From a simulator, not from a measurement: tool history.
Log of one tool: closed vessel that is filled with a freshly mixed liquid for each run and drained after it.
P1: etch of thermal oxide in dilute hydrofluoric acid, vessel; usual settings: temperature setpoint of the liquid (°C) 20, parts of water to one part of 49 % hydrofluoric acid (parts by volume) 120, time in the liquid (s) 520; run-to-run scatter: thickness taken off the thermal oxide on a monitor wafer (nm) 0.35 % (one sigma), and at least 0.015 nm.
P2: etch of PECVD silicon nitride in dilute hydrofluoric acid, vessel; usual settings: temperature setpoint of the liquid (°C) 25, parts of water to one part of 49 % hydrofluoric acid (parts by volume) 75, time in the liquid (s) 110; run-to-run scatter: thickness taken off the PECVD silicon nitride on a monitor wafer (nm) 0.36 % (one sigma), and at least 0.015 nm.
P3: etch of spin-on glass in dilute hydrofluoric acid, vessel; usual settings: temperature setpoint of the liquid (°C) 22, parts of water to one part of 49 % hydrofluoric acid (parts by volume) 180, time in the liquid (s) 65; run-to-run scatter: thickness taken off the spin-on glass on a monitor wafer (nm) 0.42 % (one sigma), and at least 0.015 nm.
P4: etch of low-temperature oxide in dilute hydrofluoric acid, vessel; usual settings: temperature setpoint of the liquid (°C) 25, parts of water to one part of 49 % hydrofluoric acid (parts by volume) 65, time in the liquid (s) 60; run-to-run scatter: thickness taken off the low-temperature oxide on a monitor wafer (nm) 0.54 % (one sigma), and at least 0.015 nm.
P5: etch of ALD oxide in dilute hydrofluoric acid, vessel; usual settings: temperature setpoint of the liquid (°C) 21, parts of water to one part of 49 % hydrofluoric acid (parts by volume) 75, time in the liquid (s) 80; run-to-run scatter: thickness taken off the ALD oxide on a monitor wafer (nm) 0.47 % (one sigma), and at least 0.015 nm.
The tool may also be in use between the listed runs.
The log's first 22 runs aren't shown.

| run | hour | process that ran | temperature setpoint of the liquid (°C) | parts of water to one part of 49 % hydrofluoric acid (parts by volume) | time in the liquid (s) | hours since the thermometer was replaced | hours since the hydrofluoric acid flow meter was replaced | thickness taken off the thermal oxide on a monitor wafer (nm) | thickness taken off the spin-on glass on a monitor wafer (nm) | thickness taken off the low-temperature oxide on a monitor wafer (nm) | thickness taken off the ALD oxide on a monitor wafer (nm) | thickness taken off the PECVD silicon nitride on a monitor wafer (nm) |
|---|---|---|---|---|---|---|---|---|---|---|---|---|
| 23 | 69.6 | P2 | 25 | 135 | 110 | 244.2 | 689.5 |  |  |  |  | 3.4598 |
|  | 70.9 | thermometer replaced |
| 24 | 73.9 | P1 | 20 | 120 | 520 | 3 | 693.8 | 16.201 |  |  |  |  |
| 25 | 76.1 | P5 | 21 | 120 | 80 | 5.2 | 696 |  |  |  | 12.494 |  |
| 26 | 80 | P1 | 20 | 120 | 120 | 9.1 | 699.9 | 3.7785 |  |  |  |  |
| 27 | 84.1 | P5 | 17 | 75 | 80 | 13.2 | 704 |  |  |  | 17.731 |  |
| 28 | 88.3 | P2 | 20.5 | 75 | 110 | 17.4 | 708.2 |  |  |  |  | 4.6062 |
| 29 | 93.1 | P1 | 20 | 120 | 520 | 22.2 | 713 | 16.232 |  |  |  |  |
| 30 | 96.4 | P1 | 17 | 120 | 520 | 25.5 | 716.3 | 14.367 |  |  |  |  |
| 31 | 99.8 | P1 | 20 | 120 | 520 | 28.9 | 719.7 | 16.313 |  |  |  |  |
| 32 | 104.7 | P1 | 20 | 120 | 520 | 33.8 | 724.6 | 17.065 |  |  |  |  |
| 33 | 109.2 | P1 | 20 | 120 | 520 | 38.3 | 729.1 | 17.535 |  |  |  |  |
| 34 | 112.4 | P1 | 20 | 120 | 520 | 41.5 | 732.3 | 17.666 |  |  |  |  |
| 35 | 116.2 | P1 | 20 | 120 | 520 | 45.3 | 736.1 | 17.678 |  |  |  |  |
| 36 | 118.6 | P1 | 20 | 120 | 520 | 47.7 | 738.5 | 17.579 |  |  |  |  |

Run 37 comes next. What will it give?
| 37 | 121.7 | P1 | 20 | 120 | 520 | 50.8 | 741.6 | ? |  |  |  |  |

Run 37 gave thickness taken off the thermal oxide on a monitor wafer (nm) 17.745.
